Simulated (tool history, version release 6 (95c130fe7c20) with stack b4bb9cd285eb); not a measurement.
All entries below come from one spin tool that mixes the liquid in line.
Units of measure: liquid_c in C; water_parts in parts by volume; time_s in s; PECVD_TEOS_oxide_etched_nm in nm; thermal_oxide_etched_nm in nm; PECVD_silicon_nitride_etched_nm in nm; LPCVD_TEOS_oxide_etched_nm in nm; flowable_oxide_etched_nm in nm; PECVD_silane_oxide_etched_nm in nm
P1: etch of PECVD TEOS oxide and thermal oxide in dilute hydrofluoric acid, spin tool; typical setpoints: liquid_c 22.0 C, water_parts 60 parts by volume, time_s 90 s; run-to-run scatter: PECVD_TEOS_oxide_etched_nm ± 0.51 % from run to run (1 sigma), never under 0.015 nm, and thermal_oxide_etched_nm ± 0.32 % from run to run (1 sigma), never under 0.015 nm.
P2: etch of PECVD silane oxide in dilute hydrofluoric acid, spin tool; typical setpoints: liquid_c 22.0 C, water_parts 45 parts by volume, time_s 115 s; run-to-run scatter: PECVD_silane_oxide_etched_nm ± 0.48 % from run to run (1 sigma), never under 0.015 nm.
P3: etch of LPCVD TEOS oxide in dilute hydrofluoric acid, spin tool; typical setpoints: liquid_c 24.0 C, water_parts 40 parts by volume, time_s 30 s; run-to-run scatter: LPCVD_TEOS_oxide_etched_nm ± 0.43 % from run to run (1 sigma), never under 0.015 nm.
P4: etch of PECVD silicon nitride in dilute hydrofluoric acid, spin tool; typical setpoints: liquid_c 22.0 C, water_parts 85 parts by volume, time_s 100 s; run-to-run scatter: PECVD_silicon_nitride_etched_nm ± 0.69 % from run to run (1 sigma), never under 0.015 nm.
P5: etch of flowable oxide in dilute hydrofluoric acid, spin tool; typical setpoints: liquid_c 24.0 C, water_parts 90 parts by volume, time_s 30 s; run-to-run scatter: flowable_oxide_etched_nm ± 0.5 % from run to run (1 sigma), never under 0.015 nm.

run,hour,process,liquid_c,water_parts,time_s,hours since the thermometer was replaced,hours since the hydrofluoric acid flow meter was replaced,PECVD_TEOS_oxide_etched_nm,thermal_oxide_etched_nm,PECVD_silicon_nitride_etched_nm,LPCVD_TEOS_oxide_etched_nm,flowable_oxide_etched_nm,PECVD_silane_oxide_etched_nm
1,11.0,P1,22.0,60,90,2318.9,107.5,24.948,7.0277,,,,
2,21.1,P1,22.0,60,90,2329.0,117.6,25.202,7.0573,,,,
3,33.6,P4,22.0,25,100,2341.5,130.1,,,13.44500,,,
4,45.3,P3,24.0,40,30,2353.2,141.8,,,,15.0750,,
5,60.1,P1,27.0,110,90,2368.0,156.6,15.706,4.4242,,,,
6,73.3,P1,25.5,60,90,2381.2,169.8,29.150,8.1428,,,,
7,82.2,P3,24.0,60,30,2390.1,178.7,,,,9.8573,,
8,91.0,P3,32.0,40,30,2398.9,187.5,,,,21.0350,,
9,103.4,P5,24.0,90,30,2411.3,199.9,,,,,19.3140,
10,118.0,P1,22.0,60,90,2425.9,214.5,25.291,7.0307,,,,
11,128.3,P2,22.0,45,15,2436.2,224.8,,,,,,6.9083
12,140.9,P5,30.5,90,30,2448.8,237.4,,,,,24.9330,
13,148.8,P2,17.0,45,115,2456.7,245.3,,,,,,42.6930
14,162.7,P1,22.0,35,90,2470.6,259.2,44.620,12.4920,,,,
15,177.3,P1,17.0,60,90,2485.2,273.8,20.390,5.6904,,,,
16,187.6,P1,22.0,60,170,2495.5,284.1,47.590,13.3640,,,,
17,194.0,P3,24.0,40,50,2501.9,290.5,,,,25.3480,,
18,205.2,P4,22.0,85,100,2513.1,301.7,,,4.11170,,,
19,215.2,P4,22.0,85,20,2523.1,311.7,,,0.82441,,,
20,223.0,P4,22.0,85,100,2530.9,319.5,,,4.04340,,,
21,229.7,P1,22.0,60,15,2537.6,326.2,4.212,1.1762,,,,
22,239.4,P1,22.0,60,90,2547.3,335.9,25.153,7.0380,,,,
23,251.2,P1,22.0,90,90,2559.1,347.7,16.313,4.5250,,,,
24,262.2,P1,22.0,40,35,2570.1,358.7,15.086,4.2128,,,,
25,276.4,P2,22.0,45,115,2584.3,372.9,,,,,,52.9590
26,282.9,P2,22.0,70,115,2590.8,379.4,,,,,,33.1880
27,289.5,P1,18.0,60,40,2597.4,386.0,9.416,2.6256,,,,
28,298.1,P5,24.0,25,30,2606.0,394.6,,,,,76.5970,
29,308.3,P1,22.0,60,90,2616.2,404.8,25.094,7.0597,,,,
30,320.5,P3,24.0,40,30,2628.4,417.0,,,,15.1760,,
31,331.4,P4,28.0,85,100,2639.3,427.9,,,6.06410,,,
32,343.4,P5,24.0,90,15,2651.3,439.9,,,,,9.6976,
33,357.0,P1,22.0,60,90,2664.9,453.5,25.151,7.0720,,,,
34,367.0,P1,22.0,60,90,2674.9,463.5,24.588,6.8774,,,,
35,380.5,P1,22.0,60,90,2688.4,477.0,24.147,6.6761,,,,
36,393.4,P1,22.0,60,90,2701.3,489.9,23.833,6.6731,,,,
37,404.9,P1,22.0,60,90,2712.8,501.4,23.524,6.5934,,,,
38,414.0,P1,22.0,60,90,2721.9,510.5,23.606,6.5579,,,,
39,424.8,P1,22.0,60,90,2732.7,521.3,23.703,6.6032,,,,
40,436.2,P1,22.0,60,90,2744.1,532.7,23.730,6.5972,,,,

What P1 gives has crept off from where it sat before. The 2 causes that follow fit the log equally well, each at the size noted:
A: hydrofluoric acid flow below the setpoint (%) = 5.93
B: liquid colder than its thermometer reads (K) = 1.58
The gradual shift began around hour 357.0.

Each of the 4 check runs below uses one wafer; its results are left as question marks. Which run tells the causes apart?
check 1,447.6,P2,22.0,45,20,,,,,,,,?
check 2,447.6,P5,24.0,65,15,,,,,,,?,
check 3,447.6,P3,32.0,55,30,,,,,,?,,
check 4,447.6,P4,22.0,30,100,,,,,?,,,

Expected result of each check under each candidate cause:
check,result,if A,if B
check 1,PECVD_silane_oxide_etched_nm,8.6285,8.6119
check 2,flowable_oxide_etched_nm,12.9610,12.9840
check 3,LPCVD_TEOS_oxide_etched_nm,13.8500,13.9280
check 4,PECVD_silicon_nitride_etched_nm,10.65700,10.12900
How far apart the two closest causes lie, in the result that separates them most: check 1 0.19 %; check 2 0.18 %; check 3 0.56 %; check 4 5.08 %
Of the check runs offered, only check 4 discriminates between the causes; the rest would read about the same regardless of which cause applies.

After running check 4, the following was obtained: PECVD_silicon_nitride_etched_nm 10.13000 nm. Which cause does this point to?

The correct cause is B, namely: liquid colder than its thermometer reads (K).
